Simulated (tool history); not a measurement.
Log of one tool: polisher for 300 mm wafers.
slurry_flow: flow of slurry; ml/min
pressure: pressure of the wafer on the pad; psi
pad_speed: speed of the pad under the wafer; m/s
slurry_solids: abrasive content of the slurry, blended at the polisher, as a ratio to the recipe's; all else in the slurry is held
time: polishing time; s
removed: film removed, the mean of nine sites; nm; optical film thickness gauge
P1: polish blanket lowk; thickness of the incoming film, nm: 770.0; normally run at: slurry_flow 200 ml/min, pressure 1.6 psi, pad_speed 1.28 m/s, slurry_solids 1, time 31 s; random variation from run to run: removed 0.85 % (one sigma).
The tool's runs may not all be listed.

run	hour	slurry_flow	pressure	pad_speed	slurry_solids	time	wafers polished on this pad	hours since the slurry nozzle was cleaned	hours since the head pressure was calibrated	hours since the slurry blender was calibrated	hours since the conditioning disc was replaced	removed
1	5	200	1.6	1.28	1	31	527	179.9	472.8	157	105.2	11.694
2	16.4	200	1.6	1.62	1	31	621	191.3	484.2	168.4	116.6	14.166
3	23.2	200	1.6	1.28	1.25	31	678	198.1	491	175.2	123.4	12.856
4	31.9	200	1.6	1.28	1	31	749	206.8	499.7	183.9	132.1	11.754
5	42.1	200	0.9	1.28	1	48	834	217	509.9	194.1	142.3	10.07
6	48.3	200	1.6	1.28	1.25	47	885	223.2	516.1	200.3	148.5	19.587
7	59.6	120	0.7	1.28	1	31	978	234.5	527.4	211.6	159.8	4.6446
# hour 65.7: head pressure recalibrated
8	70.7	200	1.6	1.28	1	23	1070	245.6	5	222.7	170.9	8.647
9	80	200	1.1	1.28	1	31	1147	254.9	14.3	232	180.2	7.9576
10	88.7	200	1.6	1.28	1	31	1219	263.6	23	240.7	188.9	11.599
# hour 90: slurry blender recalibrated
11	93.9	200	2.5	1.28	1	31	1262	268.8	28.2	4	194.1	18.4
12	99.5	200	1.6	1.28	1	31	1308	274.4	33.8	9.6	199.7	11.689
13	104.7	120	1.6	1.28	1	31	1351	279.6	39	14.8	204.9	10.718
14	111.7	200	1.6	1.28	1	31	1409	286.6	46	21.8	211.9	11.829
15	122.9	200	1.6	1.28	1	40	1502	297.8	57.2	33	223.1	14.958
16	131.5	200	1.6	1.28	0.6	31	1573	306.4	65.8	41.6	231.7	8.9625
17	137.5	200	1.6	0.7	1	31	1622	312.4	71.8	47.6	237.7	7.2488
18	145.3	290	1.6	1.28	1	31	1687	320.2	79.6	55.4	245.5	12.228
19	154.7	200	1.6	1.28	1	31	1765	329.6	89	64.8	254.9	11.606

Forecast run 20:
20	160.6	200	1.6	1.28	1	31	1813	335.5	94.9	70.7	260.8	?

Run 20 gave removed 11.146 nm.

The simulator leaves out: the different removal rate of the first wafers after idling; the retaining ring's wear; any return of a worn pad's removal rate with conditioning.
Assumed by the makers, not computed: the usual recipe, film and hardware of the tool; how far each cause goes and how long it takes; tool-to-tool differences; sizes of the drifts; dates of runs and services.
